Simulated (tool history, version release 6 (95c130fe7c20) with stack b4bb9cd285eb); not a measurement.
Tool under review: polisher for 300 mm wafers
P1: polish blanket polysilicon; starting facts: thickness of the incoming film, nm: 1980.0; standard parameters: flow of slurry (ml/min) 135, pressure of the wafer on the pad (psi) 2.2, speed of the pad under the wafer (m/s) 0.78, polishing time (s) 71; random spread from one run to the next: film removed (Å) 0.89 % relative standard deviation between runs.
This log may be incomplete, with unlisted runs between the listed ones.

run  hour  flow of slurry (ml/min)  pressure of the wafer on the pad (psi)  speed of the pad under the wafer (m/s)  polishing time (s)  wafers polished on this pad  hours since the slurry nozzle was cleaned  hours since the head pressure was calibrated  film removed (Å)
  1   6.1                      135                                     2.2                                    0.78                  71                          303                                       93.2                                         377.1            3181.1
  2  10.9                      135                                     2.2                                    0.78                 112                          338                                         98                                         381.9              4912
  3  16.6                      135                                     2.2                                    0.78                  71                          380                                      103.7                                         387.6              3079
  4  23.1                      135                                     2.2                                    0.78                  71                          428                                      110.2                                         394.1            3126.6
  5  29.4                      135                                     2.2                                    1.22                  71                          474                                      116.5                                         400.4            4934.5
  6  35.8                      135                                     2.2                                    0.78                  71                          521                                      122.9                                         406.8            3099.3
     36.5  -- head pressure recalibrated
  7  43.4                      135                                     2.2                                    0.36                  71                          576                                      130.5                                             7            1429.8
  8  50.9                      165                                     2.2                                       1                  71                          631                                        138                                          14.5            4134.9
  9  57.4                      205                                     2.2                                    0.78                  71                          679                                      144.5                                            21            3386.1
 10  61.8                      100                                     2.2                                    0.78                  71                          711                                      148.9                                          25.4            2947.8
 11  65.9                      135                                     2.2                                    0.56                  41                          741                                        153                                          29.5            1317.3
 12  71.4                      135                                       1                                    0.78                  71                          782                                      158.5                                            35            1415.8
 13  76.4                      135                                     2.8                                    0.78                  71                          818                                      163.5                                            40            3961.5
 14  81.5                      135                                     2.2                                    0.78                  71                          856                                      168.6                                          45.1            3142.9
 15  87.3                      135                                     2.2                                    0.78                  38                          898                                      174.4                                          50.9            1701.7

Run 16 is up next; what results do you expect?
 16  91.3                      135                                     2.2                                    0.78                  71                          927                                      178.4                                          54.9                 ?

{"run 16": {"film removed (Å)": 3106.6}}
